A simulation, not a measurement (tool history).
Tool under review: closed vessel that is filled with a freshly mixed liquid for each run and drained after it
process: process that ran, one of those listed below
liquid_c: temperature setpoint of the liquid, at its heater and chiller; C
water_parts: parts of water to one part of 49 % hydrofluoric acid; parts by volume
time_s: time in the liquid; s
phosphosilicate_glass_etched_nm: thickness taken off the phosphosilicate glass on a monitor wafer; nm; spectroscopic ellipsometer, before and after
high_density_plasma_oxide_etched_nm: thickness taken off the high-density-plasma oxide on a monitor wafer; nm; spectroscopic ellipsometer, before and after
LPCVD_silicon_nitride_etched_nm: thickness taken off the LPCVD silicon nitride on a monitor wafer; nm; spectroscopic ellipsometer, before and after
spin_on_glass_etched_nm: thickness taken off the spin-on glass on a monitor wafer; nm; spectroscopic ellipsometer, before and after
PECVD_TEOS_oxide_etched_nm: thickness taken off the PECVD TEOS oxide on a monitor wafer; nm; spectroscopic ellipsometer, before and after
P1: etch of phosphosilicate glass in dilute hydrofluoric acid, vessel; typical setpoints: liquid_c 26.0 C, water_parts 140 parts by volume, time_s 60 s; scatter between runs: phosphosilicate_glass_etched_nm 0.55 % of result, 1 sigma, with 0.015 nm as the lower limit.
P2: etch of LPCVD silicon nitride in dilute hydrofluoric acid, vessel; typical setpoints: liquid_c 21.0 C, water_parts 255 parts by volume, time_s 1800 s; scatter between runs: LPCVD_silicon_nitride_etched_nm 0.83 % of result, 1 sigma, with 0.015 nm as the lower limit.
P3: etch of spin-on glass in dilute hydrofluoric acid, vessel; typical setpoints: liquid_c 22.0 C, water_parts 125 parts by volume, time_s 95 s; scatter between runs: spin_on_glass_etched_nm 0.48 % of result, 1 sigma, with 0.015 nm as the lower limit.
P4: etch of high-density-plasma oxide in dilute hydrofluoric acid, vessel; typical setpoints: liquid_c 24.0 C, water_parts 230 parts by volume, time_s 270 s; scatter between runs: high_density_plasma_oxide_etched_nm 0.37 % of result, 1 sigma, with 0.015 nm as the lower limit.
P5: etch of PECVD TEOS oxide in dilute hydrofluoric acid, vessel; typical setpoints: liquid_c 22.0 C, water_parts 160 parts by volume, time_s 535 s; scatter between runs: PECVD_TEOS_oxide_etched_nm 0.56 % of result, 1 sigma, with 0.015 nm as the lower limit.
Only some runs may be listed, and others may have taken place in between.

| run | hour | process | liquid_c | water_parts | time_s | hours since the thermometer was replaced | hours since the hydrofluoric acid flow meter was replaced | phosphosilicate_glass_etched_nm | high_density_plasma_oxide_etched_nm | LPCVD_silicon_nitride_etched_nm | spin_on_glass_etched_nm | PECVD_TEOS_oxide_etched_nm |
|---|---|---|---|---|---|---|---|---|---|---|---|---|
| 1 | 5.4 | P1 | 26.0 | 140 | 60 | 1678.5 | 329.4 | 64.544 |  |  |  |  |
| 2 | 10.3 | P4 | 29.5 | 230 | 270 | 1683.4 | 334.3 |  | 7.91430 |  |  |  |
| 3 | 16.3 | P2 | 21.0 | 455 | 1800 | 1689.4 | 340.3 |  |  | 1.7206 |  |  |
| 4 | 20.9 | P3 | 22.0 | 125 | 95 | 1694.0 | 344.9 |  |  |  | 20.6550 |  |
| 5 | 27.1 | P1 | 26.0 | 60 | 85 | 1700.2 | 351.1 | 233.660 |  |  |  |  |
| 6 | 30.6 | P3 | 22.0 | 125 | 30 | 1703.7 | 354.6 |  |  |  | 6.5077 |  |
| 7 | 34.0 | P2 | 26.5 | 255 | 1800 | 1707.1 | 358.0 |  |  | 4.3150 |  |  |
| 8 | 37.9 | P4 | 24.0 | 230 | 270 | 1711.0 | 361.9 |  | 6.50280 |  |  |  |
| 9 | 42.2 | P1 | 26.0 | 140 | 30 | 1715.3 | 366.2 | 32.154 |  |  |  |  |
| 10 | 47.8 | P5 | 22.0 | 45 | 535 | 1720.9 | 371.8 |  |  |  |  | 101.4000 |
| 11 | 55.1 | P3 | 22.0 | 125 | 95 | 1728.2 | 379.1 |  |  |  | 20.8010 |  |
| 12 | 62.5 | P1 | 26.0 | 210 | 60 | 1735.6 | 386.5 | 39.616 |  |  |  |  |
| 13 | 67.2 | P2 | 21.0 | 255 | 1800 | 1740.3 | 391.2 |  |  | 3.0543 |  |  |
| 14 | 74.6 | P5 | 17.0 | 160 | 535 | 1747.7 | 398.6 |  |  |  |  | 20.3800 |
| 15 | 78.2 | P1 | 26.0 | 140 | 60 | 1751.3 | 402.2 | 63.875 |  |  |  |  |
| 16 | 82.1 | P1 | 26.0 | 140 | 60 | 1755.2 | 406.1 | 63.973 |  |  |  |  |
| 17 | 87.9 | P2 | 21.0 | 255 | 2795 | 1761.0 | 411.9 |  |  | 4.7709 |  |  |
| 18 | 94.9 | P1 | 26.0 | 65 | 60 | 1768.0 | 418.9 | 152.710 |  |  |  |  |
| 19 | 100.3 | P1 | 26.0 | 140 | 115 | 1773.4 | 424.3 | 122.320 |  |  |  |  |
| 20 | 105.2 | P1 | 18.5 | 140 | 60 | 1778.3 | 429.2 | 47.797 |  |  |  |  |
| 21 | 111.1 | P4 | 24.0 | 230 | 30 | 1784.2 | 435.1 |  | 0.72079 |  |  |  |
| 22 | 117.9 | P3 | 29.5 | 125 | 95 | 1791.0 | 441.9 |  |  |  | 27.7250 |  |
| 23 | 124.5 | P1 | 18.5 | 140 | 30 | 1797.6 | 448.5 | 23.769 |  |  |  |  |
| 24 | 131.8 | P1 | 30.5 | 140 | 60 | 1804.9 | 455.8 | 75.753 |  |  |  |  |
| 25 | 135.1 | P1 | 26.0 | 75 | 30 | 1808.2 | 459.1 | 64.253 |  |  |  |  |
| 26 | 138.8 | P4 | 24.0 | 80 | 270 | 1811.9 | 462.8 |  | 22.41500 |  |  |  |
| 27 | 144.9 | P5 | 22.0 | 160 | 105 | 1818.0 | 468.9 |  |  |  |  | 4.8607 |
| 28 | 151.1 | P1 | 26.0 | 140 | 60 | 1824.2 | 475.1 | 63.956 |  |  |  |  |
| 29 | 158.1 | P1 | 26.0 | 140 | 60 | 1831.2 | 482.1 | 63.894 |  |  |  |  |

Estimate the outcome of run 30 from the log above:
| 30 | 165.4 | P5 | 22.0 | 160 | 535 | 1838.5 | 489.4 |  |  |  |  | ? |

For run 30 the tool returned PECVD_TEOS_oxide_etched_nm 25.0770 nm.

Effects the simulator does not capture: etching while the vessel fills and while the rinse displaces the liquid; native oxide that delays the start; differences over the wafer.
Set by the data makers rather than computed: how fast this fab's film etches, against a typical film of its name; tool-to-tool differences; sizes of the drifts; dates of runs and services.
